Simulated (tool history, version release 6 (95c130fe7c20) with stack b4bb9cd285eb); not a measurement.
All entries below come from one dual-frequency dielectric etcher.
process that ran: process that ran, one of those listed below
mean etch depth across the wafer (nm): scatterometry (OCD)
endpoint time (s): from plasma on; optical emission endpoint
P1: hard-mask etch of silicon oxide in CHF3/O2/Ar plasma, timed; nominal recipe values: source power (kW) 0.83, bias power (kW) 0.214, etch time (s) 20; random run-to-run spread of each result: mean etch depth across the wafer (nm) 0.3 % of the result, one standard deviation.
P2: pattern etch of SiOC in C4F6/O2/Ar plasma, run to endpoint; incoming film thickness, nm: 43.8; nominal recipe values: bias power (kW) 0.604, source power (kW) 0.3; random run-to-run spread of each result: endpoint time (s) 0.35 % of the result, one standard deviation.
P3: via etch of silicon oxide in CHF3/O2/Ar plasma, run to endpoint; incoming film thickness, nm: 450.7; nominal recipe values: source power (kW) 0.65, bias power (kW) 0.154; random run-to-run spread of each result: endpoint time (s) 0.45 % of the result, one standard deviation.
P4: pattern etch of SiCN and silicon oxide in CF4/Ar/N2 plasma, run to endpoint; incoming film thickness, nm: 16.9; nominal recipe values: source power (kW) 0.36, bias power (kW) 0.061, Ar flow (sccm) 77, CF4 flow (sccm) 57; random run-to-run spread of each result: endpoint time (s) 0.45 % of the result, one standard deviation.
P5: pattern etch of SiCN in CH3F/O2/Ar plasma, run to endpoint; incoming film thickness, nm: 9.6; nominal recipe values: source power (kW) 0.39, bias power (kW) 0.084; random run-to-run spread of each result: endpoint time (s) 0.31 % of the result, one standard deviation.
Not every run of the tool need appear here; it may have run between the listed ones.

run   hour  process that ran  source power (kW)  bias power (kW)  etch time (s)  Ar flow (sccm)  CF4 flow (sccm)  hours since the last wet clean  hours since the last source power generator calibration  hours since the last bias power generator calibration  mean etch depth across the wafer (nm)  endpoint time (s)
  1    8.6                P1               0.83            0.214             20                                                            192.5                                                   1710.3                                                  914.7                                 47.882
  2   16.8                P5               0.39            0.069                                                                           200.7                                                   1718.5                                                  922.9                                                    26.206
  3     23                P5               0.39            0.084                                                                           206.9                                                   1724.7                                                  929.1                                                    24.268
  4   29.1                P2                0.3            0.604                                                                             213                                                   1730.8                                                  935.2                                                    15.627
  5   37.4                P5               0.39            0.084                                                                           221.3                                                   1739.1                                                  943.5                                                    24.343
        41  -- bias power generator calibrated
  6   41.7                P1               0.83            0.214             26                                                            225.6                                                   1743.4                                                    0.7                                 62.256
  7   50.1                P1               0.83            0.214             11                                                              234                                                   1751.8                                                    9.1                                 26.172
  8   55.8                P4               0.47            0.061                             77               57                           239.7                                                   1757.5                                                   14.8                                                    19.706
  9   60.4                P4               0.36            0.039                             77               57                           244.3                                                   1762.1                                                   19.4                                                    28.799
 10   66.1                P4               0.36            0.061                            104               57                             250                                                   1767.8                                                   25.1                                                     26.12
 11   69.8                P2               0.22            0.604                                                                           253.7                                                   1771.5                                                   28.8                                                    17.481
      71.8  -- wet clean of the chamber
 12   74.9                P3               0.53            0.154                                                                             3.1                                                   1776.6                                                   33.9                                                    251.82
 13   81.9                P1               0.66            0.214             20                                                             10.1                                                   1783.6                                                   40.9                                 44.016
 14   87.9                P1               0.83            0.304             20                                                             16.1                                                   1789.6                                                   46.9                                 53.905
 15   93.8                P4               0.36            0.061                             77               45                              22                                                   1795.5                                                   52.8                                                    25.892
 16   98.1                P1                  1            0.214             20                                                             26.3                                                   1799.8                                                   57.1                                 51.067
 17  104.9                P1                0.5            0.214             28                                                             33.1                                                   1806.6                                                   63.9                                 55.102
 18  113.1                P1               0.83            0.163             20                                                             41.3                                                   1814.8                                                   72.1                                 43.581
 19  117.9                P4               0.36            0.061                             77               57                            46.1                                                   1819.6                                                   76.9                                                    24.685
 20  125.8                P2                0.3            0.604                                                                              54                                                   1827.5                                                   84.8                                                    15.678
 21  131.2                P1               0.83            0.214             20                                                             59.4                                                   1832.9                                                   90.2                                 47.858
 22  136.9                P2                0.3            0.748                                                                            65.1                                                   1838.6                                                   95.9                                                    14.324
 23  142.2                P3               0.65            0.154                                                                            70.4                                                   1843.9                                                  101.2                                                    230.95
 24  150.5                P5               0.32            0.084                                                                            78.7                                                   1852.2                                                  109.5                                                    26.143
 25  156.9                P1               0.83            0.214             20                                                             85.1                                                   1858.6                                                  115.9                                 47.708
 26  162.4                P3               0.65            0.198                                                                            90.6                                                   1864.1                                                  121.4                                                    212.32
 27  168.8                P1               0.83            0.214             20                                                               97                                                   1870.5                                                  127.8                                 47.646
 28  176.7                P1               0.83            0.214             20                                                            104.9                                                   1878.4                                                  135.7                                 47.914
 29  183.2                P1               0.83            0.214             20                                                            111.4                                                   1884.9                                                  142.2                                 47.741
 30  191.3                P1               0.83            0.214             20                                                            119.5                                                     1893                                                  150.3                                  47.67
 31    198                P1               0.83            0.214             20                                                            126.2                                                   1899.7                                                    157                                 47.533
 32  204.7                P1               0.83            0.214             20                                                            132.9                                                   1906.4                                                  163.7                                 47.225
 33  212.8                P1               0.83            0.214             20                                                              141                                                   1914.5                                                  171.8                                 46.996
 34  219.1                P1               0.83            0.214             20                                                            147.3                                                   1920.8                                                  178.1                                 47.101
 35  224.5                P1               0.83            0.214             20                                                            152.7                                                   1926.2                                                  183.5                                 46.918
 36  229.7                P1               0.83            0.214             20                                                            157.9                                                   1931.4                                                  188.7                                 47.033
     237.4  -- wet clean of the chamber
 37  238.1                P1               0.83            0.214             20                                                              0.8                                                   1939.8                                                  197.1                                 47.255
 38  246.2                P1               0.83            0.214             20                                                              8.9                                                   1947.9                                                  205.2                                 47.053
 39  252.3                P1               0.83            0.214             20                                                               15                                                     1954                                                  211.3                                 47.008
 40  256.6                P1               0.83            0.214             20                                                             19.3                                                   1958.3                                                  215.6                                 46.955

P1 has crept away from where it was. The log is fitted equally well by each of these 2 causes, at the sizes shown:
A: source power that arrives under what is set, % = 3.83
B: bias power that arrives under what is set, % = 4.3
The onset of the drift is placed at about hour 183.2.
Each remaining cause and why it is not a fit:
chamber walls in a state that lowers the etch rate, %: was serviced at hour 237.4, once the creep was under way, yet the earlier output never came back

Below are 4 check runs, each averaged over 3 wafers, with their results shown as question marks. Which of them would give clearly different results depending on which cause is behind the drift?
check 1  260.9                P3               0.65            0.154                                                                                                                                                                                                                                                         ?
check 2  260.9                P4               0.36            0.061                             77               57                                                                                                                                                                                                         ?
check 3  260.9                P5               0.39            0.084                                                                                                                                                                                                                                                         ?
check 4  260.9                P2                0.3            0.604                                                                                                                                                                                                                                                         ?

Outcome of each check run for each possible cause:
  check             result    if A    if B
check 1  endpoint time (s)   234.7  234.48
check 2  endpoint time (s)  25.742  25.227
check 3  endpoint time (s)  24.696  24.732
check 4  endpoint time (s)  15.816   15.86
Per-check spread between the two closest causes, in the result where they differ most: check 1 0.09 %; check 2 2.02 %; check 3 0.15 %; check 4 0.28 %
Check 2 is the one run that separates the causes; every other check would come out nearly the same whichever cause is at work.

Check 2 was carried out, with these results: endpoint time (s) 25.257. Which of the listed causes is responsible?

Of the candidate causes, it is B: bias power that arrives under what is set, %.
